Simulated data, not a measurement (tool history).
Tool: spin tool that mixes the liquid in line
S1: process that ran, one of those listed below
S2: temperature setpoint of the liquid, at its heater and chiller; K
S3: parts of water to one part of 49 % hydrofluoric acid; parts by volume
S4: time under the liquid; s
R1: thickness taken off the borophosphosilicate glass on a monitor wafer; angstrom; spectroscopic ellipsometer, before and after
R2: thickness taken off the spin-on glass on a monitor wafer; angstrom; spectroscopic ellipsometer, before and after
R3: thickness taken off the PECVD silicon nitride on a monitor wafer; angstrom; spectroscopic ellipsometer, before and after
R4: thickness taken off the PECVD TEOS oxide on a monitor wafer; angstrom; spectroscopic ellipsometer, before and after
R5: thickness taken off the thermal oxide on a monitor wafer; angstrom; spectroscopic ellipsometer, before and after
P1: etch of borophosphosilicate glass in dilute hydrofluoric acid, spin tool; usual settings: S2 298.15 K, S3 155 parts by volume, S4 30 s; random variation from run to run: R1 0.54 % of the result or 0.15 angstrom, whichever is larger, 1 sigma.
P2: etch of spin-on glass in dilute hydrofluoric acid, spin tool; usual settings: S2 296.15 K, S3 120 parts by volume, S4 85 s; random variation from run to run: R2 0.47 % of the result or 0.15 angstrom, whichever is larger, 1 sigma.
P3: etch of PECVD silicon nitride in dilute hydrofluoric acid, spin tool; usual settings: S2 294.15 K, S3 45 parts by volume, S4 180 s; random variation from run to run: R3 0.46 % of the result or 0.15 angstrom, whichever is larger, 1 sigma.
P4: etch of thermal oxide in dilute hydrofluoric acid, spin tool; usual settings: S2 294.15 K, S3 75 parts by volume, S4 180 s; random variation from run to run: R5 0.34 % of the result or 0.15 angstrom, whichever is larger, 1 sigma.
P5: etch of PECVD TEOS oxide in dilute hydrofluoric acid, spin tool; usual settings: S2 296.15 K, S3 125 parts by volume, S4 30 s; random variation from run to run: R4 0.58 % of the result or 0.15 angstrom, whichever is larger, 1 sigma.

{"run": 1, "hour": 7.5, "S1": "P1", "S2": 298.15, "S3": 155, "S4": 30, "R1": 103.78}
{"run": 2, "hour": 16.0, "S1": "P2", "S2": 290.15, "S3": 120, "S4": 85, "R2": 270.07}
{"run": 3, "hour": 23.6, "S1": "P1", "S2": 298.15, "S3": 280, "S4": 30, "R1": 49.511}
{"run": 4, "hour": 29.7, "S1": "P3", "S2": 302.15, "S3": 45, "S4": 180, "R3": 208.38}
{"run": 5, "hour": 35.9, "S1": "P1", "S2": 294.15, "S3": 155, "S4": 30, "R1": 88.989}
{"run": 6, "hour": 42.1, "S1": "P5", "S2": 303.65, "S3": 125, "S4": 30, "R4": 55.878}
{"run": 7, "hour": 48.2, "S1": "P1", "S2": 298.15, "S3": 155, "S4": 55, "R1": 188.6}
{"run": 8, "hour": 57.7, "S1": "P5", "S2": 296.15, "S3": 125, "S4": 30, "R4": 41.727}
{"run": 9, "hour": 66.6, "S1": "P1", "S2": 298.15, "S3": 155, "S4": 15, "R1": 51.895}
{"run": 10, "hour": 71.1, "S1": "P1", "S2": 298.15, "S3": 155, "S4": 30, "R1": 103.23}
{"run": 11, "hour": 76.4, "S1": "P1", "S2": 298.15, "S3": 155, "S4": 30, "R1": 103.68}
{"run": 12, "hour": 83.4, "S1": "P1", "S2": 298.15, "S3": 55, "S4": 55, "R1": 606.86}
{"run": 13, "hour": 92.0, "S1": "P3", "S2": 294.15, "S3": 20, "S4": 180, "R3": 266.88}
{"run": 14, "hour": 99.6, "S1": "P2", "S2": 296.15, "S3": 120, "S4": 85, "R2": 347.02}
{"hour": 102.7, "done": "hydrofluoric acid flow meter replaced"}
{"run": 15, "hour": 105.2, "S1": "P4", "S2": 294.15, "S3": 120, "S4": 180, "R5": 59.089}
{"run": 16, "hour": 111.1, "S1": "P5", "S2": 296.15, "S3": 125, "S4": 15, "R4": 21.131}
{"run": 17, "hour": 118.5, "S1": "P1", "S2": 298.15, "S3": 155, "S4": 30, "R1": 103.65}
{"run": 18, "hour": 127.1, "S1": "P1", "S2": 298.15, "S3": 40, "S4": 30, "R1": 468.55}
{"run": 19, "hour": 137.2, "S1": "P1", "S2": 298.15, "S3": 155, "S4": 30, "R1": 103.2}
{"run": 20, "hour": 147.4, "S1": "P3", "S2": 294.15, "S3": 45, "S4": 180, "R3": 122.26}
{"run": 21, "hour": 156.1, "S1": "P5", "S2": 296.15, "S3": 225, "S4": 30, "R4": 21.041}
{"run": 22, "hour": 163.0, "S1": "P4", "S2": 294.15, "S3": 75, "S4": 180, "R5": 98.677}
{"run": 23, "hour": 171.1, "S1": "P2", "S2": 296.15, "S3": 120, "S4": 15, "R2": 61.205}
{"run": 24, "hour": 181.0, "S1": "P3", "S2": 294.15, "S3": 45, "S4": 15, "R3": 10.224}
{"run": 25, "hour": 190.5, "S1": "P4", "S2": 301.65, "S3": 75, "S4": 180, "R5": 133.42}
{"run": 26, "hour": 197.8, "S1": "P1", "S2": 304.65, "S3": 155, "S4": 30, "R1": 130.5}
{"run": 27, "hour": 204.6, "S1": "P5", "S2": 296.15, "S3": 125, "S4": 30, "R4": 41.093}
{"run": 28, "hour": 214.8, "S1": "P4", "S2": 294.15, "S3": 75, "S4": 65, "R5": 36.053}
{"run": 29, "hour": 219.5, "S1": "P1", "S2": 302.65, "S3": 225, "S4": 30, "R1": 78.382}
{"run": 30, "hour": 224.0, "S1": "P2", "S2": 296.15, "S3": 215, "S4": 85, "R2": 174.2}
{"run": 31, "hour": 234.4, "S1": "P1", "S2": 298.15, "S3": 155, "S4": 30, "R1": 103.64}
{"run": 32, "hour": 239.4, "S1": "P3", "S2": 294.15, "S3": 45, "S4": 180, "R3": 121.35}
{"run": 33, "hour": 247.1, "S1": "P1", "S2": 298.15, "S3": 155, "S4": 30, "R1": 104.37}
{"run": 34, "hour": 254.4, "S1": "P1", "S2": 298.15, "S3": 155, "S4": 30, "R1": 103.69}
{"run": 35, "hour": 259.4, "S1": "P1", "S2": 298.15, "S3": 155, "S4": 30, "R1": 100.81}
{"run": 36, "hour": 267.5, "S1": "P1", "S2": 298.15, "S3": 155, "S4": 30, "R1": 99.619}

Forecast run 37:
{"run": 37, "hour": 276.9, "S1": "P1", "S2": 298.15, "S3": 155, "S4": 30, "R1": "?"}

Run 37 gave R1 97.744 angstrom.

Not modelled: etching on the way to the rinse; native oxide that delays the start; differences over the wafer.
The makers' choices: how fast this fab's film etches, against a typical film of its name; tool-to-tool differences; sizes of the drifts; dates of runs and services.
